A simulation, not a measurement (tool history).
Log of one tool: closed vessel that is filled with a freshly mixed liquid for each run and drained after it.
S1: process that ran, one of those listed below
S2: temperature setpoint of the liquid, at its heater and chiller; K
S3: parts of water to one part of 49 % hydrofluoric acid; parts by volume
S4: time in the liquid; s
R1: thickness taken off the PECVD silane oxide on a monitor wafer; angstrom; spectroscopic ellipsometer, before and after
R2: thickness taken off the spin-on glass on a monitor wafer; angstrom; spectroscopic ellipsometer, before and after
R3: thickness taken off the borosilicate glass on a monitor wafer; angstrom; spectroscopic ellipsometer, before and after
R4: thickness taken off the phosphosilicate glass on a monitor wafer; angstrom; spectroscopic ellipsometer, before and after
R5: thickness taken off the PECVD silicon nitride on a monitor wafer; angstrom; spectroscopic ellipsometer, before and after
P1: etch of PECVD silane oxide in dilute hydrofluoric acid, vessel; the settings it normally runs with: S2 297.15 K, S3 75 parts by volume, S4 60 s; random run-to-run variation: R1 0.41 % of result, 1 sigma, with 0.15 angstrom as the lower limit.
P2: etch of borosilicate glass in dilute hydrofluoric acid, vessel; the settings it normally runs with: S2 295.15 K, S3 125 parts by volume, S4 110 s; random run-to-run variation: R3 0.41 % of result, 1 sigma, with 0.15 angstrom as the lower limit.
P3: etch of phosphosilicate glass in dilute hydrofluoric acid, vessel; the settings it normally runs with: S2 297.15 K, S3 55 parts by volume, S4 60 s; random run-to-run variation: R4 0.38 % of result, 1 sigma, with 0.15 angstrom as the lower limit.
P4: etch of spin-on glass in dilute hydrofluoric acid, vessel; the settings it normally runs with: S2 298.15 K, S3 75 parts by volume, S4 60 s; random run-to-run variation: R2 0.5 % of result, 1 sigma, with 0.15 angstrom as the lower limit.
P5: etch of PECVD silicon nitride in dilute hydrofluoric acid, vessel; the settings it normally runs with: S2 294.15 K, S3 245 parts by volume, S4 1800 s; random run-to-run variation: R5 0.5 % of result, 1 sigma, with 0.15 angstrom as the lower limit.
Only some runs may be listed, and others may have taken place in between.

{"run": 1, "hour": 7.0, "S1": "P1", "S2": 297.15, "S3": 75, "S4": 60, "R1": 251.83}
{"run": 2, "hour": 13.7, "S1": "P4", "S2": 292.65, "S3": 75, "S4": 60, "R2": 214.63}
{"run": 3, "hour": 20.6, "S1": "P4", "S2": 298.15, "S3": 125, "S4": 60, "R2": 150.56}
{"run": 4, "hour": 29.8, "S1": "P1", "S2": 297.15, "S3": 75, "S4": 60, "R1": 252.11}
{"hour": 35.9, "done": "hydrofluoric acid flow meter replaced"}
{"run": 5, "hour": 43.0, "S1": "P2", "S2": 295.15, "S3": 45, "S4": 110, "R3": 675.68}
{"run": 6, "hour": 51.5, "S1": "P3", "S2": 303.65, "S3": 55, "S4": 60, "R4": 876.62}
{"run": 7, "hour": 65.9, "S1": "P2", "S2": 295.15, "S3": 125, "S4": 110, "R3": 220.46}
{"run": 8, "hour": 73.6, "S1": "P1", "S2": 297.15, "S3": 140, "S4": 60, "R1": 125.28}
{"run": 9, "hour": 86.6, "S1": "P3", "S2": 297.15, "S3": 20, "S4": 60, "R4": 1958.4}
{"run": 10, "hour": 96.5, "S1": "P1", "S2": 297.15, "S3": 25, "S4": 110, "R1": 1488.5}
{"run": 11, "hour": 108.2, "S1": "P5", "S2": 294.15, "S3": 245, "S4": 180, "R5": 34.803}
{"run": 12, "hour": 117.3, "S1": "P1", "S2": 297.15, "S3": 75, "S4": 100, "R1": 422.32}
{"run": 13, "hour": 129.4, "S1": "P5", "S2": 294.15, "S3": 245, "S4": 1800, "R5": 350.8}
{"run": 14, "hour": 138.4, "S1": "P1", "S2": 297.15, "S3": 75, "S4": 30, "R1": 125.73}
{"run": 15, "hour": 146.4, "S1": "P4", "S2": 298.15, "S3": 75, "S4": 60, "R2": 268.19}
{"run": 16, "hour": 160.3, "S1": "P5", "S2": 294.15, "S3": 245, "S4": 1800, "R5": 346.45}
{"run": 17, "hour": 166.6, "S1": "P1", "S2": 297.15, "S3": 75, "S4": 60, "R1": 252.2}
{"run": 18, "hour": 173.8, "S1": "P3", "S2": 297.15, "S3": 55, "S4": 60, "R4": 681.61}
{"run": 19, "hour": 181.6, "S1": "P2", "S2": 295.15, "S3": 125, "S4": 215, "R3": 426.26}
{"run": 20, "hour": 190.7, "S1": "P5", "S2": 290.15, "S3": 245, "S4": 1800, "R5": 269.57}
{"run": 21, "hour": 197.9, "S1": "P3", "S2": 297.15, "S3": 55, "S4": 115, "R4": 1302.0}
{"run": 22, "hour": 210.8, "S1": "P4", "S2": 298.15, "S3": 75, "S4": 115, "R2": 515.1}
{"run": 23, "hour": 224.2, "S1": "P5", "S2": 294.15, "S3": 435, "S4": 1800, "R5": 200.5}
{"run": 24, "hour": 238.7, "S1": "P1", "S2": 290.15, "S3": 75, "S4": 60, "R1": 189.24}
{"run": 25, "hour": 249.5, "S1": "P2", "S2": 299.15, "S3": 125, "S4": 110, "R3": 257.99}
{"run": 26, "hour": 263.1, "S1": "P1", "S2": 297.15, "S3": 20, "S4": 60, "R1": 1020.9}
{"run": 27, "hour": 274.1, "S1": "P1", "S2": 303.65, "S3": 75, "S4": 60, "R1": 322.45}
{"run": 28, "hour": 288.3, "S1": "P1", "S2": 297.15, "S3": 75, "S4": 60, "R1": 251.79}
{"run": 29, "hour": 295.9, "S1": "P1", "S2": 297.15, "S3": 75, "S4": 60, "R1": 251.18}
{"run": 30, "hour": 309.9, "S1": "P1", "S2": 297.15, "S3": 75, "S4": 60, "R1": 245.04}
{"run": 31, "hour": 324.2, "S1": "P1", "S2": 297.15, "S3": 75, "S4": 60, "R1": 240.06}
{"run": 32, "hour": 335.3, "S1": "P1", "S2": 297.15, "S3": 75, "S4": 60, "R1": 238.48}
{"run": 33, "hour": 343.8, "S1": "P1", "S2": 297.15, "S3": 75, "S4": 60, "R1": 235.03}
{"run": 34, "hour": 356.8, "S1": "P1", "S2": 297.15, "S3": 75, "S4": 60, "R1": 234.66}
{"run": 35, "hour": 367.2, "S1": "P1", "S2": 297.15, "S3": 75, "S4": 60, "R1": 236.69}

The next listed run, before its measurement:
{"run": 36, "hour": 378.6, "S1": "P1", "S2": 297.15, "S3": 75, "S4": 60, "R1": "?"}

Logged for run 36: R1 233.53 angstrom.
